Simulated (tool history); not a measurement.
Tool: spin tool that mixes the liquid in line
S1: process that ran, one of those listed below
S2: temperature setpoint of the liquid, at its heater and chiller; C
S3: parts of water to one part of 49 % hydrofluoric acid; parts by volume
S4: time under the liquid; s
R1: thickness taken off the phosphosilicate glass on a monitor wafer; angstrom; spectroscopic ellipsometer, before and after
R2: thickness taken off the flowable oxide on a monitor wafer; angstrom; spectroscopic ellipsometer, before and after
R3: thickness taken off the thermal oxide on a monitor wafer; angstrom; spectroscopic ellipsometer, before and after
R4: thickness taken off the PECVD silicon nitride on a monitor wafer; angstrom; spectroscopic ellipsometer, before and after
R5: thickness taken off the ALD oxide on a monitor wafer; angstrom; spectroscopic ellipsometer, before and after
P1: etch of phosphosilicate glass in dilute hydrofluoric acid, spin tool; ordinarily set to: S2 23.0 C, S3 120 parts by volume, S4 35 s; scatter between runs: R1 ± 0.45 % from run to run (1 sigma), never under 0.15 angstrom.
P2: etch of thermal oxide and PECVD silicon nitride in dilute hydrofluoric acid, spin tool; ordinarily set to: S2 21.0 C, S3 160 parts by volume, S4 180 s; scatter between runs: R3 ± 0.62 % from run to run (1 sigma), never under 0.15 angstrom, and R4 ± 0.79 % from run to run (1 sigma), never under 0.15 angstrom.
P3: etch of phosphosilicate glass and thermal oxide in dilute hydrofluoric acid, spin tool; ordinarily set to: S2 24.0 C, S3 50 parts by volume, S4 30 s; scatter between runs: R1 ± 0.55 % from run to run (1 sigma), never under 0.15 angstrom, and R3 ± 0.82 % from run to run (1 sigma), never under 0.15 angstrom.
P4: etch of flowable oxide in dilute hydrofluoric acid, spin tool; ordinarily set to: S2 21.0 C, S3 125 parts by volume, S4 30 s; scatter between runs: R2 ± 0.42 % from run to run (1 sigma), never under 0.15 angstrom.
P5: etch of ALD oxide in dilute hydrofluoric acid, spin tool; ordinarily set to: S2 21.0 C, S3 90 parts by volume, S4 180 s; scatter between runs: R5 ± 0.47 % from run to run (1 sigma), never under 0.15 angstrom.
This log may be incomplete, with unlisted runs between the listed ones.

run,hour,S1,S2,S3,S4,R1,R2,R3,R4,R5
1,12.5,P1,23.0,120,35,513.35,,,,
2,21.4,P1,23.0,120,35,516.87,,,,
3,32.7,P1,23.0,120,35,513.58,,,,
4,48.6,P4,21.0,220,30,,32.592,,,
5,58.9,P1,23.0,120,65,961.13,,,,
# hour 63.2: thermometer replaced
6,68.8,P1,23.0,40,35,1711.20,,,,
7,86.0,P2,17.0,160,180,,,37.042,20.159,
8,101.7,P4,21.0,125,30,,62.558,,,
9,112.7,P1,23.0,205,35,274.30,,,,
10,124.6,P1,18.0,120,35,421.84,,,,
11,138.5,P5,21.0,90,180,,,,,246.00
12,152.4,P5,21.0,30,180,,,,,796.89
13,160.4,P5,21.0,90,355,,,,,483.28
14,168.2,P4,17.0,125,30,,54.112,,,
15,178.7,P1,23.0,120,35,512.18,,,,
16,193.4,P2,21.0,160,180,,,43.338,26.242,
17,202.8,P1,23.0,120,35,512.27,,,,
18,215.0,P1,23.0,120,15,220.41,,,,
19,230.5,P3,24.0,50,30,1048.90,,29.870,,
20,240.4,P2,21.0,160,285,,,69.479,41.910,
21,251.6,P1,30.0,170,35,444.06,,,,
22,260.8,P3,24.0,20,30,2743.60,,77.463,,
23,274.2,P1,17.0,50,35,1046.50,,,,
24,286.8,P3,19.5,50,30,867.93,,24.644,,
25,294.4,P4,21.0,125,15,,31.446,,,
26,308.9,P5,17.0,90,180,,,,,206.92
27,325.8,P1,23.0,120,35,512.22,,,,
28,337.9,P4,21.0,125,30,,62.906,,,
29,352.1,P1,27.5,120,35,610.57,,,,
30,364.8,P3,24.0,50,55,1930.40,,54.195,,
31,380.6,P2,21.0,290,180,,,21.336,15.211,
32,390.0,P1,29.0,120,15,276.47,,,,
33,400.4,P1,23.0,120,35,513.70,,,,
34,409.4,P1,23.0,120,35,527.86,,,,
35,418.8,P1,23.0,120,35,539.60,,,,
36,427.4,P1,23.0,120,35,540.57,,,,
37,436.7,P1,23.0,120,35,543.60,,,,
38,448.7,P1,23.0,120,35,548.47,,,,
39,461.1,P1,23.0,120,35,555.11,,,,
40,477.3,P1,23.0,120,35,551.31,,,,

P1 has crept away from where it was. The log is fitted equally well by each of these 2 causes, at the sizes shown:
A: liquid hotter than its thermometer reads (K) = 1.72
B: hydrofluoric acid flow above the setpoint (%) = 6.08
The gradual shift began around hour 400.4.

Below are 4 check runs, each averaged over 2 wafers, with their results shown as question marks. Which of them would give clearly different results depending on which cause is behind the drift?
check 1,493.5,P3,24.0,35,30,?,,?,,
check 2,493.5,P5,17.0,90,180,,,,,?
check 3,493.5,P4,21.0,200,15,,?,,,
check 4,493.5,P2,17.0,160,180,,,?,?,

Check results expected under each cause:
check,result,if A,if B
check 1,R1,1652.90,1637.50
check 1,R3,46.483,46.051
check 2,R5,223.10,221.34
check 3,R2,19.454,19.562
check 4,R3,40.086,40.019
check 4,R4,22.668,21.352
Per-check spread between the two closest causes, in the result where they differ most: check 1 0.94 %; check 2 0.79 %; check 3 0.55 %; check 4 5.98 %
Of the check runs offered, only check 4 discriminates between the causes; the rest would read about the same regardless of which cause applies.

After running check 4, the following was obtained: R3 39.858 angstrom; R4 22.658 angstrom. Which cause does this point to?

It is A: liquid hotter than its thermometer reads (K).

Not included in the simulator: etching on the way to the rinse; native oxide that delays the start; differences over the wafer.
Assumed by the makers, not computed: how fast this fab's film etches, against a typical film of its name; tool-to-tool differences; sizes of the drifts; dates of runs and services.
